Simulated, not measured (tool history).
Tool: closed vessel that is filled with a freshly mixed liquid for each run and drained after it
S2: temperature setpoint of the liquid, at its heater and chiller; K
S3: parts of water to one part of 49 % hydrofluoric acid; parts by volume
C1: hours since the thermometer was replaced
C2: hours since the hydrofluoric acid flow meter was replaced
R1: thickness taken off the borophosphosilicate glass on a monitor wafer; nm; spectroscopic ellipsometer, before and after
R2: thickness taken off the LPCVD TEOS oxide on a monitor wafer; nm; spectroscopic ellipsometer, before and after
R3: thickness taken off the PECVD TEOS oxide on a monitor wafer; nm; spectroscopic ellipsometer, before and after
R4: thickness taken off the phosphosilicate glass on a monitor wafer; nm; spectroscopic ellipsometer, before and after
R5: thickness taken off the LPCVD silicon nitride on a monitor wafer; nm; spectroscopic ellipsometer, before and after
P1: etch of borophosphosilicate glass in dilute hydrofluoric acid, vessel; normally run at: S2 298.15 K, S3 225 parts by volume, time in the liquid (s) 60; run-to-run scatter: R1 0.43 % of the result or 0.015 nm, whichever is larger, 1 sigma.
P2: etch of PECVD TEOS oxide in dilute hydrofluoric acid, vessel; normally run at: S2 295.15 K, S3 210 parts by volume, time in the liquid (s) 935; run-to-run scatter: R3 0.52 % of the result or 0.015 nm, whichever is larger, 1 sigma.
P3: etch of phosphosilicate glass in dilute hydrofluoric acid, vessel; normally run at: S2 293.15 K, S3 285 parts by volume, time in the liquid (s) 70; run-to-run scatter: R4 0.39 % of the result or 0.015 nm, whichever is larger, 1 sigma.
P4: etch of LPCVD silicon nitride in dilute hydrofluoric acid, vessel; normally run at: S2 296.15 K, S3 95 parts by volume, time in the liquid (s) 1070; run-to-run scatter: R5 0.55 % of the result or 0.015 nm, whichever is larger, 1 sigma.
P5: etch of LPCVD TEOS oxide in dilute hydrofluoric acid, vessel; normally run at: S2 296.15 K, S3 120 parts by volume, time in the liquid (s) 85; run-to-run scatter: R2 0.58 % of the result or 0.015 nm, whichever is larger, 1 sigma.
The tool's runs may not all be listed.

{"run": 1, "hour": 12.6, "process that ran": "P1", "S2": 298.15, "S3": 225, "time in the liquid (s)": 60, "C1": 1232.9, "C2": 1540.7, "R1": 10.22}
{"run": 2, "hour": 23.0, "process that ran": "P1", "S2": 298.15, "S3": 370, "time in the liquid (s)": 60, "C1": 1243.3, "C2": 1551.1, "R1": 5.3897}
{"run": 3, "hour": 42.1, "process that ran": "P1", "S2": 298.15, "S3": 225, "time in the liquid (s)": 60, "C1": 1262.4, "C2": 1570.2, "R1": 10.146}
{"run": 4, "hour": 57.5, "process that ran": "P5", "S2": 296.15, "S3": 30, "time in the liquid (s)": 85, "C1": 1277.8, "C2": 1585.6, "R2": 170.46}
{"run": 5, "hour": 71.6, "process that ran": "P5", "S2": 296.15, "S3": 120, "time in the liquid (s)": 85, "C1": 1291.9, "C2": 1599.7, "R2": 37.913}
{"run": 6, "hour": 85.9, "process that ran": "P1", "S2": 298.15, "S3": 225, "time in the liquid (s)": 60, "C1": 1306.2, "C2": 1614.0, "R1": 10.223}
{"run": 7, "hour": 102.1, "process that ran": "P2", "S2": 295.15, "S3": 210, "time in the liquid (s)": 935, "C1": 1322.4, "C2": 1630.2, "R3": 41.46}
{"run": 8, "hour": 111.8, "process that ran": "P3", "S2": 293.15, "S3": 285, "time in the liquid (s)": 100, "C1": 1332.1, "C2": 1639.9, "R4": 25.292}
{"run": 9, "hour": 127.6, "process that ran": "P2", "S2": 295.15, "S3": 330, "time in the liquid (s)": 935, "C1": 1347.9, "C2": 1655.7, "R3": 23.641}
{"run": 10, "hour": 141.8, "process that ran": "P5", "S2": 303.65, "S3": 120, "time in the liquid (s)": 85, "C1": 1362.1, "C2": 1669.9, "R2": 50.475}
{"run": 11, "hour": 155.3, "process that ran": "P2", "S2": 295.15, "S3": 210, "time in the liquid (s)": 935, "C1": 1375.6, "C2": 1683.4, "R3": 41.753}
{"run": 12, "hour": 163.7, "process that ran": "P5", "S2": 296.15, "S3": 120, "time in the liquid (s)": 155, "C1": 1384.0, "C2": 1691.8, "R2": 69.746}
{"run": 13, "hour": 173.4, "process that ran": "P3", "S2": 293.15, "S3": 285, "time in the liquid (s)": 70, "C1": 1393.7, "C2": 1701.5, "R4": 17.694}
{"run": 14, "hour": 188.3, "process that ran": "P1", "S2": 298.15, "S3": 225, "time in the liquid (s)": 60, "C1": 1408.6, "C2": 1716.4, "R1": 10.172}
{"run": 15, "hour": 206.8, "process that ran": "P1", "S2": 298.15, "S3": 225, "time in the liquid (s)": 30, "C1": 1427.1, "C2": 1734.9, "R1": 5.1297}
{"run": 16, "hour": 216.3, "process that ran": "P4", "S2": 296.15, "S3": 95, "time in the liquid (s)": 1070, "C1": 1436.6, "C2": 1744.4, "R5": 4.6847}
{"run": 17, "hour": 224.7, "process that ran": "P4", "S2": 296.15, "S3": 95, "time in the liquid (s)": 1070, "C1": 1445.0, "C2": 1752.8, "R5": 4.6297}
{"run": 18, "hour": 243.4, "process that ran": "P2", "S2": 290.15, "S3": 210, "time in the liquid (s)": 935, "C1": 1463.7, "C2": 1771.5, "R3": 34.578}
{"run": 19, "hour": 257.0, "process that ran": "P1", "S2": 298.15, "S3": 225, "time in the liquid (s)": 110, "C1": 1477.3, "C2": 1785.1, "R1": 18.728}
{"hour": 264.1, "done": "thermometer replaced"}
{"run": 20, "hour": 272.6, "process that ran": "P1", "S2": 298.15, "S3": 225, "time in the liquid (s)": 60, "C1": 8.5, "C2": 1800.7, "R1": 10.267}
{"run": 21, "hour": 285.8, "process that ran": "P1", "S2": 291.65, "S3": 225, "time in the liquid (s)": 60, "C1": 21.7, "C2": 1813.9, "R1": 8.0226}
{"run": 22, "hour": 302.3, "process that ran": "P4", "S2": 296.15, "S3": 95, "time in the liquid (s)": 460, "C1": 38.2, "C2": 1830.4, "R5": 1.997}
{"run": 23, "hour": 314.9, "process that ran": "P5", "S2": 296.15, "S3": 120, "time in the liquid (s)": 85, "C1": 50.8, "C2": 1843.0, "R2": 37.991}
{"run": 24, "hour": 330.9, "process that ran": "P4", "S2": 296.15, "S3": 25, "time in the liquid (s)": 1070, "C1": 66.8, "C2": 1859.0, "R5": 17.092}
{"run": 25, "hour": 348.0, "process that ran": "P3", "S2": 290.15, "S3": 285, "time in the liquid (s)": 70, "C1": 83.9, "C2": 1876.1, "R4": 15.808}
{"run": 26, "hour": 363.1, "process that ran": "P1", "S2": 298.15, "S3": 60, "time in the liquid (s)": 60, "C1": 99.0, "C2": 1891.2, "R1": 46.805}
{"run": 27, "hour": 374.0, "process that ran": "P1", "S2": 291.65, "S3": 105, "time in the liquid (s)": 60, "C1": 109.9, "C2": 1902.1, "R1": 19.272}
{"run": 28, "hour": 392.9, "process that ran": "P4", "S2": 290.65, "S3": 95, "time in the liquid (s)": 1070, "C1": 128.8, "C2": 1921.0, "R5": 3.174}
{"run": 29, "hour": 406.3, "process that ran": "P3", "S2": 293.15, "S3": 475, "time in the liquid (s)": 70, "C1": 142.2, "C2": 1934.4, "R4": 9.0481}
{"run": 30, "hour": 415.4, "process that ran": "P1", "S2": 304.15, "S3": 225, "time in the liquid (s)": 60, "C1": 151.3, "C2": 1943.5, "R1": 12.52}

Run 31 comes next. What will it give?
{"run": 31, "hour": 429.2, "process that ran": "P2", "S2": 295.15, "S3": 210, "time in the liquid (s)": 1355, "C1": 165.1, "C2": 1957.3, "R3": "?"}

Run 31 gave R3 60.099 nm.

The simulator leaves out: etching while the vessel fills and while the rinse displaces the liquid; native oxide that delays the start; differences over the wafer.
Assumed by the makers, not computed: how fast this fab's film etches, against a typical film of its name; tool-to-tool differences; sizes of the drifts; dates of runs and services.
